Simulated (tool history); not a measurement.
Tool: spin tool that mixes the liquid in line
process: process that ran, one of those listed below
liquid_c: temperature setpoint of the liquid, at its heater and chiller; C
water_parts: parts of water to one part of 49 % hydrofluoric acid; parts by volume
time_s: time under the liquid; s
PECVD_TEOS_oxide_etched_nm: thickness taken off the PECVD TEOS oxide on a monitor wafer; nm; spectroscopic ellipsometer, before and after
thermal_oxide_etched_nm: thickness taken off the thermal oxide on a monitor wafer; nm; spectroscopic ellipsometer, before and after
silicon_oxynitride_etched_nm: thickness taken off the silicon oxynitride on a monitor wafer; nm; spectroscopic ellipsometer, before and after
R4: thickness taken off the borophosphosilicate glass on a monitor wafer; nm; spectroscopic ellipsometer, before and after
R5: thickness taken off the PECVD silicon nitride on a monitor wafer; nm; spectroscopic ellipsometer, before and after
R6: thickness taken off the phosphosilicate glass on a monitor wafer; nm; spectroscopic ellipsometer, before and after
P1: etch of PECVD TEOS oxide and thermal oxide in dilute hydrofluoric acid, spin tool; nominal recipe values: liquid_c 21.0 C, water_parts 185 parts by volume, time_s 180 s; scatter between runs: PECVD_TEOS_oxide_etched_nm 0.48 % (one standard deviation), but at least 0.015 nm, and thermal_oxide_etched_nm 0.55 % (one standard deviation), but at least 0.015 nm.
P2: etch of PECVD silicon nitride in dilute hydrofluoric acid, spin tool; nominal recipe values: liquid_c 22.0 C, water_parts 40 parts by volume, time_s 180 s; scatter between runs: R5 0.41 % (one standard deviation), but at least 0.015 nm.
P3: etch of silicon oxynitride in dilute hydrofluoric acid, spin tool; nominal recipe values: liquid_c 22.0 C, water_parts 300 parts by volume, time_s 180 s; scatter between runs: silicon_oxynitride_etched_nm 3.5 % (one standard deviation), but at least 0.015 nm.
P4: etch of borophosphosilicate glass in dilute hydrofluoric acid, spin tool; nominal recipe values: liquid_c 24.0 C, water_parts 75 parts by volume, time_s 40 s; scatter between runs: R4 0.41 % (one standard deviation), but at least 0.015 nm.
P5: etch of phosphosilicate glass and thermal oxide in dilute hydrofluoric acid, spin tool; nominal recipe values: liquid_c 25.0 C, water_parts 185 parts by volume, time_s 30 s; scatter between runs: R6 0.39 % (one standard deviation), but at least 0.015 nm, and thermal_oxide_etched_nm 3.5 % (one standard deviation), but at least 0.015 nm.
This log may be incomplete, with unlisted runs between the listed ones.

Run 1, hour 7.8: process P1, liquid_c 21.0 C, water_parts 185 parts by volume, time_s 180 s. Result: PECVD_TEOS_oxide_etched_nm 9.1599 nm, thermal_oxide_etched_nm 3.74670 nm.
Run 2, hour 15.2: process P1, liquid_c 26.5 C, water_parts 70 parts by volume, time_s 180 s. Result: PECVD_TEOS_oxide_etched_nm 34.2330 nm, thermal_oxide_etched_nm 13.95400 nm.
Run 3, hour 27.5: process P3, liquid_c 28.0 C, water_parts 300 parts by volume, time_s 180 s. Result: silicon_oxynitride_etched_nm 0.936040 nm.
Run 4, hour 42.6: process P1, liquid_c 21.0 C, water_parts 185 parts by volume, time_s 180 s. Result: PECVD_TEOS_oxide_etched_nm 9.1219 nm, thermal_oxide_etched_nm 3.74440 nm.
Run 5, hour 56.5: process P3, liquid_c 22.0 C, water_parts 300 parts by volume, time_s 180 s. Result: silicon_oxynitride_etched_nm 0.727490 nm.
Run 6, hour 65.3: process P4, liquid_c 24.0 C, water_parts 75 parts by volume, time_s 40 s. Result: R4 32.626 nm.
Run 7, hour 74.5: process P1, liquid_c 21.0 C, water_parts 185 parts by volume, time_s 20 s. Result: PECVD_TEOS_oxide_etched_nm 1.0251 nm, thermal_oxide_etched_nm 0.42047 nm.
Run 8, hour 89.5: process P2, liquid_c 22.0 C, water_parts 40 parts by volume, time_s 180 s. Result: R5 17.6480 nm.
Run 9, hour 105.6: process P3, liquid_c 22.0 C, water_parts 300 parts by volume, time_s 15 s. Result: silicon_oxynitride_etched_nm 0.082203 nm.
Run 10, hour 121.1: process P4, liquid_c 32.0 C, water_parts 75 parts by volume, time_s 40 s. Result: R4 44.630 nm.
Run 11, hour 136.2: process P2, liquid_c 22.0 C, water_parts 40 parts by volume, time_s 70 s. Result: R5 6.8555 nm.
Run 12, hour 145.2: process P2, liquid_c 22.0 C, water_parts 40 parts by volume, time_s 180 s. Result: R5 17.7580 nm.
Run 13, hour 158.2: process P4, liquid_c 24.0 C, water_parts 75 parts by volume, time_s 15 s. Result: R4 12.195 nm.
Run 14, hour 172.4: process P1, liquid_c 21.0 C, water_parts 185 parts by volume, time_s 180 s. Result: PECVD_TEOS_oxide_etched_nm 9.1653 nm, thermal_oxide_etched_nm 3.74940 nm.
Run 15, hour 188.2: process P1, liquid_c 21.0 C, water_parts 185 parts by volume, time_s 180 s. Result: PECVD_TEOS_oxide_etched_nm 9.1101 nm, thermal_oxide_etched_nm 3.76660 nm.
Run 16, hour 200.7: process P5, liquid_c 25.0 C, water_parts 185 parts by volume, time_s 30 s. Result: thermal_oxide_etched_nm 0.70348 nm, R6 15.9040 nm.
Run 17, hour 213.1: process P1, liquid_c 21.0 C, water_parts 185 parts by volume, time_s 180 s. Result: PECVD_TEOS_oxide_etched_nm 9.2030 nm, thermal_oxide_etched_nm 3.73370 nm.
Run 18, hour 224.9: process P4, liquid_c 24.0 C, water_parts 20 parts by volume, time_s 40 s. Result: R4 131.240 nm.
Run 19, hour 240.4: process P5, liquid_c 29.5 C, water_parts 185 parts by volume, time_s 30 s. Result: thermal_oxide_etched_nm 0.90540 nm, R6 18.7750 nm.
Run 20, hour 251.6: process P1, liquid_c 21.0 C, water_parts 250 parts by volume, time_s 180 s. Result: PECVD_TEOS_oxide_etched_nm 6.2578 nm, thermal_oxide_etched_nm 2.59710 nm.
Run 21, hour 261.5: process P1, liquid_c 29.0 C, water_parts 80 parts by volume, time_s 180 s. Result: PECVD_TEOS_oxide_etched_nm 32.8000 nm, thermal_oxide_etched_nm 13.32300 nm.
Run 22, hour 277.7: process P5, liquid_c 25.0 C, water_parts 185 parts by volume, time_s 15 s. Result: thermal_oxide_etched_nm 0.33438 nm, R6 7.9244 nm.
Run 23, hour 287.9: process P4, liquid_c 24.0 C, water_parts 75 parts by volume, time_s 40 s. Result: R4 32.673 nm.
Run 24, hour 304.5: process P5, liquid_c 25.0 C, water_parts 255 parts by volume, time_s 30 s. Result: thermal_oxide_etched_nm 0.46896 nm, R6 10.6860 nm.
Run 25, hour 319.3: process P3, liquid_c 22.0 C, water_parts 300 parts by volume, time_s 180 s. Result: silicon_oxynitride_etched_nm 0.684340 nm.
Run 26, hour 328.8: process P3, liquid_c 22.0 C, water_parts 175 parts by volume, time_s 180 s. Result: silicon_oxynitride_etched_nm 1.302700 nm.
Run 27, hour 342.6: process P1, liquid_c 21.0 C, water_parts 185 parts by volume, time_s 180 s. Result: PECVD_TEOS_oxide_etched_nm 9.2142 nm, thermal_oxide_etched_nm 3.76550 nm.
Run 28, hour 355.3: process P2, liquid_c 17.0 C, water_parts 40 parts by volume, time_s 180 s. Result: R5 12.4800 nm.
At hour 357.8: hydrofluoric acid flow meter replaced.
Run 29, hour 371.8: process P1, liquid_c 21.0 C, water_parts 85 parts by volume, time_s 180 s. Result: PECVD_TEOS_oxide_etched_nm 22.3550 nm, thermal_oxide_etched_nm 9.05900 nm.
Run 30, hour 382.7: process P1, liquid_c 25.5 C, water_parts 185 parts by volume, time_s 180 s. Result: PECVD_TEOS_oxide_etched_nm 10.7740 nm, thermal_oxide_etched_nm 4.43080 nm.
Run 31, hour 397.3: process P2, liquid_c 22.0 C, water_parts 25 parts by volume, time_s 180 s. Result: R5 27.5820 nm.
Run 32, hour 413.9: process P1, liquid_c 17.0 C, water_parts 185 parts by volume, time_s 180 s. Result: PECVD_TEOS_oxide_etched_nm 7.7289 nm, thermal_oxide_etched_nm 3.21860 nm.
Run 33, hour 430.7: process P1, liquid_c 21.0 C, water_parts 185 parts by volume, time_s 330 s. Result: PECVD_TEOS_oxide_etched_nm 16.6590 nm, thermal_oxide_etched_nm 6.86190 nm.
Run 34, hour 445.5: process P1, liquid_c 21.0 C, water_parts 185 parts by volume, time_s 180 s. Result: PECVD_TEOS_oxide_etched_nm 9.1374 nm, thermal_oxide_etched_nm 3.73390 nm.
Run 35, hour 456.4: process P1, liquid_c 21.0 C, water_parts 185 parts by volume, time_s 180 s. Result: PECVD_TEOS_oxide_etched_nm 8.7844 nm, thermal_oxide_etched_nm 3.63180 nm.
Run 36, hour 471.1: process P1, liquid_c 21.0 C, water_parts 185 parts by volume, time_s 180 s. Result: PECVD_TEOS_oxide_etched_nm 8.5643 nm, thermal_oxide_etched_nm 3.48990 nm.
Run 37, hour 483.3: process P1, liquid_c 21.0 C, water_parts 185 parts by volume, time_s 180 s. Result: PECVD_TEOS_oxide_etched_nm 8.5730 nm, thermal_oxide_etched_nm 3.46790 nm.
Run 38, hour 491.5: process P1, liquid_c 21.0 C, water_parts 185 parts by volume, time_s 180 s. Result: PECVD_TEOS_oxide_etched_nm 8.4388 nm, thermal_oxide_etched_nm 3.47320 nm.
Run 39, hour 507.2: process P1, liquid_c 21.0 C, water_parts 185 parts by volume, time_s 180 s. Result: PECVD_TEOS_oxide_etched_nm 8.4208 nm, thermal_oxide_etched_nm 3.51110 nm.
Run 40, hour 519.2: process P1, liquid_c 21.0 C, water_parts 185 parts by volume, time_s 180 s. Result: PECVD_TEOS_oxide_etched_nm 8.4215 nm, thermal_oxide_etched_nm 3.47680 nm.

Something has made what P1 gives creep away from where it was; the 2 causes below, each at its own stated size, fit the log equally well:
A: liquid colder than its thermometer reads (K) = 2.01
B: hydrofluoric acid flow below the setpoint (%) = 6.33
Onset of the creep was near hour 445.5.

Which of the 4 check runs listed below separates the causes, so that each cause would produce a clearly different result? Each run uses one wafer, and its results are marked with question marks.
Run check 1, hour 531.2: process P4, liquid_c 24.0 C, water_parts 75 parts by volume, time_s 40 s. Result: R4 ?.
Run check 2, hour 531.2: process P2, liquid_c 22.0 C, water_parts 40 parts by volume, time_s 180 s. Result: R5 ?.
Run check 3, hour 531.2: process P5, liquid_c 25.0 C, water_parts 185 parts by volume, time_s 30 s. Result: thermal_oxide_etched_nm ?, R6 ?.
Run check 4, hour 531.2: process P3, liquid_c 22.0 C, water_parts 300 parts by volume, time_s 180 s. Result: silicon_oxynitride_etched_nm ?.

Check results expected under each cause:
  check                        result      if A      if B
check 1                            R4    30.089    30.390
check 2                            R5   15.3660   16.5750
check 3       thermal_oxide_etched_nm   0.67369   0.67084
check 3                            R6   14.8050   14.7430
check 4  silicon_oxynitride_etched_nm  0.635830  0.642150
Per-check spread between the two closest causes, in the result where they differ most: check 1 1 %; check 2 7.57 %; check 3 0.42 %; check 4 0.99 %
Only in check 2 would the causes give clearly different results; in the remaining checks their results would be nearly the same.

Running check 2 produced the following: R5 15.3790 nm. Which one of the listed causes fits?

A is the cause: liquid colder than its thermometer reads (K).
